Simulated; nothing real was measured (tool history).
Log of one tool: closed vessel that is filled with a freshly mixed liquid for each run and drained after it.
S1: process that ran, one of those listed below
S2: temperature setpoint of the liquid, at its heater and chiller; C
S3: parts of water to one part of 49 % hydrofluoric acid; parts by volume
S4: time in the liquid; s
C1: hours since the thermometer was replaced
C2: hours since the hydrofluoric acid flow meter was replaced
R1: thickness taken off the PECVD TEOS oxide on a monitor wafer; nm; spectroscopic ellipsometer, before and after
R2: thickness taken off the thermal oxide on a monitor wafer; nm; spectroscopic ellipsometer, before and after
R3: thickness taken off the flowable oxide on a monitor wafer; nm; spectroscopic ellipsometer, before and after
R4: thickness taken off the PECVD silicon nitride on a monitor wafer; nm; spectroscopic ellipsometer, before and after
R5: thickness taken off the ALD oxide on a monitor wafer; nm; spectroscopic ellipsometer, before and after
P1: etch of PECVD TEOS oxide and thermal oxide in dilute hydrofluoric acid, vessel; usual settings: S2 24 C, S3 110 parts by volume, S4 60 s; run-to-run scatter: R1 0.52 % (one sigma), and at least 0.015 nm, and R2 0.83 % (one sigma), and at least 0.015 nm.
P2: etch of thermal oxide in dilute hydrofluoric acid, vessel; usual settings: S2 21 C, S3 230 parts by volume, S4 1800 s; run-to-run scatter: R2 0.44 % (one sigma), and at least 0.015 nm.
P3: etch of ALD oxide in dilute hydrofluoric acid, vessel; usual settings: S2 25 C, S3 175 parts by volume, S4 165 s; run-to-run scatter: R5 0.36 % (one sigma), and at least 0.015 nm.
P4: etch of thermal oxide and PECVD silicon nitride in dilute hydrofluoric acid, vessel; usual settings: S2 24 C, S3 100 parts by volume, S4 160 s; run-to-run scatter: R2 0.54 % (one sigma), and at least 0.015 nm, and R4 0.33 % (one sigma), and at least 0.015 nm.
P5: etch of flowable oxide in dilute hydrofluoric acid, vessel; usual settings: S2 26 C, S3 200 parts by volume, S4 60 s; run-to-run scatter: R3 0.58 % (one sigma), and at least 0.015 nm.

| run | hour | S1 | S2 | S3 | S4 | C1 | C2 | R1 | R2 | R3 | R4 | R5 |
|---|---|---|---|---|---|---|---|---|---|---|---|---|
| 1 | 9 | P1 | 24 | 110 | 60 | 1938.1 | 171.9 | 15.642 | 2.4862 |  |  |  |
| 2 | 18.1 | P5 | 26 | 200 | 35 | 1947.2 | 181 |  |  | 6.8218 |  |  |
| 3 | 31 | P5 | 26 | 200 | 60 | 1960.1 | 193.9 |  |  | 11.694 |  |  |
| 4 | 43.6 | P2 | 21 | 230 | 425 | 1972.7 | 206.5 |  | 6.6822 |  |  |  |
| 5 | 49.9 | P4 | 19.5 | 100 | 160 | 1979 | 212.8 |  | 6.6785 |  | 6.8285 |  |
| 6 | 61.2 | P3 | 25 | 300 | 165 | 1990.3 | 224.1 |  |  |  |  | 10.416 |
| 7 | 71.3 | P1 | 24 | 110 | 85 | 2000.4 | 234.2 | 22.188 | 3.5195 |  |  |  |
| 8 | 84.1 | P5 | 26 | 40 | 60 | 2013.2 | 247 |  |  | 71.051 |  |  |
| 9 | 94.6 | P1 | 24 | 110 | 30 | 2023.7 | 257.5 | 7.7188 | 1.2579 |  |  |  |
| 10 | 100.7 | P2 | 17 | 230 | 1800 | 2029.8 | 263.6 |  | 24.077 |  |  |  |
| 11 | 111.2 | P3 | 21 | 175 | 165 | 2040.3 | 274.1 |  |  |  |  | 17.464 |
| 12 | 120.9 | P4 | 24 | 100 | 80 | 2050 | 283.8 |  | 4.0006 |  | 4.6342 |  |
| 13 | 126.5 | P3 | 25 | 175 | 165 | 2055.6 | 289.4 |  |  |  |  | 20.475 |
| 14 | 139 | P4 | 24 | 100 | 160 | 2068.1 | 301.9 |  | 8.1389 |  | 9.1848 |  |
| 15 | 147 | P2 | 21 | 45 | 1800 | 2076.1 | 309.9 |  | 176.51 |  |  |  |
| 16 | 158.3 | P2 | 21 | 230 | 1800 | 2087.4 | 321.2 |  | 27.992 |  |  |  |
| 17 | 170.5 | P1 | 29.5 | 195 | 60 | 2099.6 | 333.4 | 9.7874 | 1.5508 |  |  |  |
| 18 | 178.8 | P1 | 24 | 110 | 60 | 2107.9 | 341.7 | 15.508 | 2.4837 |  |  |  |
| 19 | 190.3 | P1 | 24 | 110 | 60 | 2119.4 | 353.2 | 15.734 | 2.4424 |  |  |  |
| 20 | 198 | P1 | 24 | 30 | 60 | 2127.1 | 360.9 | 63.472 | 10.177 |  |  |  |
| 21 | 209.2 | P5 | 19.5 | 200 | 60 | 2138.3 | 372.1 |  |  | 9.0543 |  |  |
| 22 | 221 | P3 | 25 | 175 | 30 | 2150.1 | 383.9 |  |  |  |  | 3.7634 |
| 23 | 229.2 | P4 | 24 | 150 | 160 | 2158.3 | 392.1 |  | 5.1047 |  | 6.1049 |  |
| 24 | 240.6 | P1 | 31.5 | 110 | 60 | 2169.7 | 403.5 | 20.812 | 3.3238 |  |  |  |
| 25 | 251.5 | P1 | 17 | 110 | 60 | 2180.6 | 414.4 | 11.788 | 1.8963 |  |  |  |
| 26 | 262.1 | P1 | 24 | 110 | 60 | 2191.2 | 425 | 15.549 | 2.4759 |  |  |  |
| 27 | 273.5 | P1 | 24 | 110 | 60 | 2202.6 | 436.4 | 15.591 | 2.4873 |  |  |  |
| 28 | 283.4 | P1 | 24 | 110 | 60 | 2212.5 | 446.3 | 15.54 | 2.4624 |  |  |  |
| 29 | 295.9 | P2 | 21 | 230 | 1800 | 2225 | 458.8 |  | 28.108 |  |  |  |
| 30 | 306.3 | P3 | 25 | 175 | 165 | 2235.4 | 469.2 |  |  |  |  | 20.434 |
| 31 | 316.4 | P1 | 24 | 195 | 60 | 2245.5 | 479.3 | 7.9705 | 1.282 |  |  |  |
| 32 | 322.5 | P1 | 24 | 110 | 60 | 2251.6 | 485.4 | 15.502 | 2.4752 |  |  |  |
| 33 | 329.2 | P1 | 24 | 110 | 60 | 2258.3 | 492.1 | 15.83 | 2.5624 |  |  |  |
| 34 | 341.2 | P1 | 24 | 110 | 60 | 2270.3 | 504.1 | 16.34 | 2.5882 |  |  |  |
| 35 | 350.2 | P1 | 24 | 110 | 60 | 2279.3 | 513.1 | 16.659 | 2.6491 |  |  |  |
| 36 | 358.1 | P1 | 24 | 110 | 60 | 2287.2 | 521 | 16.701 | 2.6734 |  |  |  |

The next listed run, before its measurement:
| 37 | 364.5 | P1 | 24 | 110 | 60 | 2293.6 | 527.4 | ? | ? |  |  |  |

{"run 37": {"R1": 16.913, "R2": 2.6154}}
